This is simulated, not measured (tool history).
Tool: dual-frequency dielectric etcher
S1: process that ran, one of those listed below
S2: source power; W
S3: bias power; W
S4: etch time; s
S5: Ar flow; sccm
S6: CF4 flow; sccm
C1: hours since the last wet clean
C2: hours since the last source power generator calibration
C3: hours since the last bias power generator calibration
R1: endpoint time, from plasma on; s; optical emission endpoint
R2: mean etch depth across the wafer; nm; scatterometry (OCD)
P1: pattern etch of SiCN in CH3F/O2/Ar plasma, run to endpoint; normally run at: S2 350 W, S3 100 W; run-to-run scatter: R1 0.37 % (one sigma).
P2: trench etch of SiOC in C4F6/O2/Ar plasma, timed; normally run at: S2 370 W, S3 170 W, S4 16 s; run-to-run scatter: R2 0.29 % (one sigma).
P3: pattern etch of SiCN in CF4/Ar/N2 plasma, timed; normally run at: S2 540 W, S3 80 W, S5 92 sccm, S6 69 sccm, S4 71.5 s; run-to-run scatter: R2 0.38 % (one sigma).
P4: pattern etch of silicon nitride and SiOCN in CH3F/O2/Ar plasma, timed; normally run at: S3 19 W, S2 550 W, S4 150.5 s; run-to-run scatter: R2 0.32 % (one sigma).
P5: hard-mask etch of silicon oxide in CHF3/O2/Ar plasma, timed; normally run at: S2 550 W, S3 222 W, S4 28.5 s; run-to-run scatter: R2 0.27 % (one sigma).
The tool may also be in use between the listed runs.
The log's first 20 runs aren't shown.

run	hour	S1	S2	S3	S4	S5	S6	C1	C2	C3	R1	R2
21	305.7	P3	540	80	71.5	92	69	369.1	1643.9	79.1		75.062
22	321.6	P1	240	100				385	1659.8	95	29.525	
23	338.3	P2	370	170	16			401.7	1676.5	111.7		32.422
# hour 341.3: source power generator calibrated
24	353	P4	550	19	112			416.4	11.7	126.4		15.437
25	365.6	P1	450	100				429	24.3	139	23.615	
26	382	P5	550	287	28.5			445.4	40.7	155.4		64.859
27	400	P4	550	19	150.5			463.4	58.7	173.4		20.794
28	418.3	P4	550	14	150.5			481.7	77	191.7		18.302
29	431.8	P1	350	70				495.2	90.5	205.2	29.378	
30	449.5	P2	370	170	21.5			512.9	108.2	222.9		43.488
31	463.8	P5	550	222	28.5			527.2	122.5	237.2		58.864

Run 32 comes next. What will it give?
32	475.5	P1	350	100				538.9	134.2	248.9	?	

{"run 32": {"R1": 25.703}}
